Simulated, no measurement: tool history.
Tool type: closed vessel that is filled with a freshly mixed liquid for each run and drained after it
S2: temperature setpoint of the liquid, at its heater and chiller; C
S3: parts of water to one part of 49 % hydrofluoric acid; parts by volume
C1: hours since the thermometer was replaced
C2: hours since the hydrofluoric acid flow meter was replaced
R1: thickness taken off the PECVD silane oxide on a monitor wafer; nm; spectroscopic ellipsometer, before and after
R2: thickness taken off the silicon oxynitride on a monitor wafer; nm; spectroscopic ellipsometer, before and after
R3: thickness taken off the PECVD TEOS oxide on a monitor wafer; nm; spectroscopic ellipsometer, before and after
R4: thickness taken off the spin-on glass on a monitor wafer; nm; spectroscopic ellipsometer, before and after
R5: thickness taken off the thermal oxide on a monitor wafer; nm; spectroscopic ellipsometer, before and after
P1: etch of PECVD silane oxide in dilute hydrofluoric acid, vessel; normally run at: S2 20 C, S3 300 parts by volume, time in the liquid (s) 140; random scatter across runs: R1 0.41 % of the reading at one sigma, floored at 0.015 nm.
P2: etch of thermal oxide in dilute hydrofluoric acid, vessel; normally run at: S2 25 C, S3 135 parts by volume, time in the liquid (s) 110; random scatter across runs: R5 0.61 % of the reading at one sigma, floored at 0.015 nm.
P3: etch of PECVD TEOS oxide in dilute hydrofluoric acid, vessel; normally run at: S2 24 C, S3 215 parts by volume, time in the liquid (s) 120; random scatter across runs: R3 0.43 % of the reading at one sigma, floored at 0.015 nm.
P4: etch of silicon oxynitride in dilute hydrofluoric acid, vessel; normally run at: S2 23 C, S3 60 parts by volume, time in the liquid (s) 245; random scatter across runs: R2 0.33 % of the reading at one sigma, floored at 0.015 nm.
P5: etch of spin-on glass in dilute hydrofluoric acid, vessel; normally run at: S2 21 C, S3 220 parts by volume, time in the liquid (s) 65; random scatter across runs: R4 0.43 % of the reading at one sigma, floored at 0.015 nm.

{"run": 1, "hour": 13.4, "process that ran": "P1", "S2": 20, "S3": 300, "time in the liquid (s)": 140, "C1": 1199.1, "C2": 954.5, "R1": 16.411}
{"run": 2, "hour": 21.2, "process that ran": "P4", "S2": 23, "S3": 60, "time in the liquid (s)": 245, "C1": 1206.9, "C2": 962.3, "R2": 7.709}
{"run": 3, "hour": 27.1, "process that ran": "P1", "S2": 20, "S3": 530, "time in the liquid (s)": 55, "C1": 1212.8, "C2": 968.2, "R1": 3.0411}
{"run": 4, "hour": 36.1, "process that ran": "P1", "S2": 23.5, "S3": 300, "time in the liquid (s)": 140, "C1": 1221.8, "C2": 977.2, "R1": 18.507}
{"run": 5, "hour": 44.9, "process that ran": "P1", "S2": 20, "S3": 300, "time in the liquid (s)": 140, "C1": 1230.6, "C2": 986, "R1": 16.392}
{"run": 6, "hour": 53.8, "process that ran": "P3", "S2": 17, "S3": 215, "time in the liquid (s)": 120, "C1": 1239.5, "C2": 994.9, "R3": 6.4888}
{"run": 7, "hour": 60.9, "process that ran": "P4", "S2": 17, "S3": 60, "time in the liquid (s)": 245, "C1": 1246.6, "C2": 1002, "R2": 5.6469}
{"run": 8, "hour": 70.4, "process that ran": "P5", "S2": 21, "S3": 220, "time in the liquid (s)": 65, "C1": 1256.1, "C2": 1011.5, "R4": 9.7202}
{"run": 9, "hour": 82.2, "process that ran": "P4", "S2": 23, "S3": 60, "time in the liquid (s)": 245, "C1": 1267.9, "C2": 1023.3, "R2": 7.7051}
{"run": 10, "hour": 95.6, "process that ran": "P2", "S2": 25, "S3": 135, "time in the liquid (s)": 45, "C1": 1281.3, "C2": 1036.7, "R5": 1.6273}
{"run": 11, "hour": 108.2, "process that ran": "P2", "S2": 25, "S3": 75, "time in the liquid (s)": 110, "C1": 1293.9, "C2": 1049.3, "R5": 7.7388}
{"run": 12, "hour": 114.5, "process that ran": "P3", "S2": 24, "S3": 215, "time in the liquid (s)": 120, "C1": 1300.2, "C2": 1055.6, "R3": 8.4718}
{"run": 13, "hour": 121.2, "process that ran": "P5", "S2": 17, "S3": 220, "time in the liquid (s)": 65, "C1": 1306.9, "C2": 1062.3, "R4": 8.3766}
{"run": 14, "hour": 133.3, "process that ran": "P2", "S2": 18.5, "S3": 135, "time in the liquid (s)": 110, "C1": 1319, "C2": 1074.4, "R5": 3.0755}
{"run": 15, "hour": 146.8, "process that ran": "P3", "S2": 24, "S3": 215, "time in the liquid (s)": 120, "C1": 1332.5, "C2": 1087.9, "R3": 8.5019}
{"run": 16, "hour": 159.4, "process that ran": "P4", "S2": 23, "S3": 60, "time in the liquid (s)": 475, "C1": 1345.1, "C2": 1100.5, "R2": 14.842}
{"run": 17, "hour": 165.7, "process that ran": "P1", "S2": 17, "S3": 300, "time in the liquid (s)": 140, "C1": 1351.4, "C2": 1106.8, "R1": 14.731}
{"run": 18, "hour": 174.7, "process that ran": "P1", "S2": 20, "S3": 300, "time in the liquid (s)": 140, "C1": 1360.4, "C2": 1115.8, "R1": 16.391}
{"run": 19, "hour": 186.5, "process that ran": "P5", "S2": 21, "S3": 55, "time in the liquid (s)": 65, "C1": 1372.2, "C2": 1127.6, "R4": 46.793}
{"run": 20, "hour": 196.8, "process that ran": "P1", "S2": 20, "S3": 300, "time in the liquid (s)": 140, "C1": 1382.5, "C2": 1137.9, "R1": 16.425}
{"run": 21, "hour": 207.5, "process that ran": "P3", "S2": 24, "S3": 215, "time in the liquid (s)": 30, "C1": 1393.2, "C2": 1148.6, "R3": 2.1097}
{"run": 22, "hour": 218.2, "process that ran": "P1", "S2": 26.5, "S3": 505, "time in the liquid (s)": 140, "C1": 1403.9, "C2": 1159.3, "R1": 10.141}
{"run": 23, "hour": 224.5, "process that ran": "P1", "S2": 20, "S3": 300, "time in the liquid (s)": 220, "C1": 1410.2, "C2": 1165.6, "R1": 25.967}
{"run": 24, "hour": 233.9, "process that ran": "P1", "S2": 20, "S3": 90, "time in the liquid (s)": 140, "C1": 1419.6, "C2": 1175, "R1": 67.726}
{"run": 25, "hour": 245.6, "process that ran": "P1", "S2": 20, "S3": 300, "time in the liquid (s)": 75, "C1": 1431.3, "C2": 1186.7, "R1": 8.8589}
{"run": 26, "hour": 254.3, "process that ran": "P3", "S2": 24, "S3": 130, "time in the liquid (s)": 120, "C1": 1440, "C2": 1195.4, "R3": 15.467}
{"run": 27, "hour": 262.4, "process that ran": "P4", "S2": 23, "S3": 95, "time in the liquid (s)": 245, "C1": 1448.1, "C2": 1203.5, "R2": 4.7185}
{"run": 28, "hour": 269.6, "process that ran": "P1", "S2": 20, "S3": 520, "time in the liquid (s)": 140, "C1": 1455.3, "C2": 1210.7, "R1": 7.9337}
{"run": 29, "hour": 280.5, "process that ran": "P2", "S2": 25, "S3": 135, "time in the liquid (s)": 110, "C1": 1466.2, "C2": 1221.6, "R5": 4.0119}
{"run": 30, "hour": 289.0, "process that ran": "P5", "S2": 21, "S3": 220, "time in the liquid (s)": 65, "C1": 1474.7, "C2": 1230.1, "R4": 9.7635}
{"run": 31, "hour": 301.0, "process that ran": "P5", "S2": 21, "S3": 220, "time in the liquid (s)": 30, "C1": 1486.7, "C2": 1242.1, "R4": 4.51}
{"run": 32, "hour": 312.2, "process that ran": "P1", "S2": 20, "S3": 300, "time in the liquid (s)": 140, "C1": 1497.9, "C2": 1253.3, "R1": 16.447}
{"run": 33, "hour": 318.4, "process that ran": "P1", "S2": 20, "S3": 300, "time in the liquid (s)": 140, "C1": 1504.1, "C2": 1259.5, "R1": 16.678}
{"run": 34, "hour": 330.2, "process that ran": "P1", "S2": 20, "S3": 300, "time in the liquid (s)": 140, "C1": 1515.9, "C2": 1271.3, "R1": 16.96}
{"run": 35, "hour": 342.2, "process that ran": "P1", "S2": 20, "S3": 300, "time in the liquid (s)": 140, "C1": 1527.9, "C2": 1283.3, "R1": 17.354}
{"run": 36, "hour": 351.3, "process that ran": "P1", "S2": 20, "S3": 300, "time in the liquid (s)": 140, "C1": 1537, "C2": 1292.4, "R1": 17.197}
{"run": 37, "hour": 364.6, "process that ran": "P1", "S2": 20, "S3": 300, "time in the liquid (s)": 140, "C1": 1550.3, "C2": 1305.7, "R1": 17.375}
{"run": 38, "hour": 371.5, "process that ran": "P1", "S2": 20, "S3": 300, "time in the liquid (s)": 140, "C1": 1557.2, "C2": 1312.6, "R1": 17.42}
{"run": 39, "hour": 381.1, "process that ran": "P1", "S2": 20, "S3": 300, "time in the liquid (s)": 140, "C1": 1566.8, "C2": 1322.2, "R1": 17.377}
{"run": 40, "hour": 388.9, "process that ran": "P1", "S2": 20, "S3": 300, "time in the liquid (s)": 140, "C1": 1574.6, "C2": 1330, "R1": 17.464}
{"run": 41, "hour": 397.2, "process that ran": "P1", "S2": 20, "S3": 300, "time in the liquid (s)": 140, "C1": 1582.9, "C2": 1338.3, "R1": 17.41}
{"run": 42, "hour": 405.4, "process that ran": "P1", "S2": 20, "S3": 300, "time in the liquid (s)": 140, "C1": 1591.1, "C2": 1346.5, "R1": 17.529}
{"run": 43, "hour": 417.9, "process that ran": "P1", "S2": 20, "S3": 300, "time in the liquid (s)": 140, "C1": 1603.6, "C2": 1359, "R1": 17.474}

The log shows P1 creeping away from where it was. Any of the 2 causes listed here, at the size stated for it, fits the log just as well as the others:
A: liquid hotter than its thermometer reads (K) = 1.7
B: hydrofluoric acid flow above the setpoint (%) = 4.98
Creep in the process output first set in at about hour 312.2.

The check runs listed below each take one wafer, and their results are still question marks. Under which run would the listed causes lead to clearly different results?
{"run": "check 1", "hour": 430.4, "process that ran": "P4", "S2": 23, "S3": 60, "time in the liquid (s)": 245, "R2": "?"}
{"run": "check 2", "hour": 430.4, "process that ran": "P2", "S2": 25, "S3": 135, "time in the liquid (s)": 110, "R5": "?"}
{"run": "check 3", "hour": 430.4, "process that ran": "P5", "S2": 21, "S3": 220, "time in the liquid (s)": 65, "R4": "?"}
{"run": "check 4", "hour": 430.4, "process that ran": "P3", "S2": 24, "S3": 215, "time in the liquid (s)": 120, "R3": "?"}

Predicted outcomes, by check and by cause:
check=check_1 result=R2 if_A=8.3071 if_B=8.0493
check=check_2 result=R5 if_A=4.2786 if_B=4.2435
check=check_3 result=R4 if_A=10.387 if_B=10.339
check=check_4 result=R3 if_A=9.0426 if_B=9.0229
Gap, in per cent, between the two causes that each check separates least, read from the result that separates them most: check 1 3.15 %; check 2 0.82 %; check 3 0.46 %; check 4 0.22 %
Check 1 distinguishes between the causes, while the remaining checks would return nearly the same result for all of them.

With check 1 done, the readings were: R2 8.0741 nm. Identify which of the listed causes applies.

It was cause B: hydrofluoric acid flow above the setpoint (%).
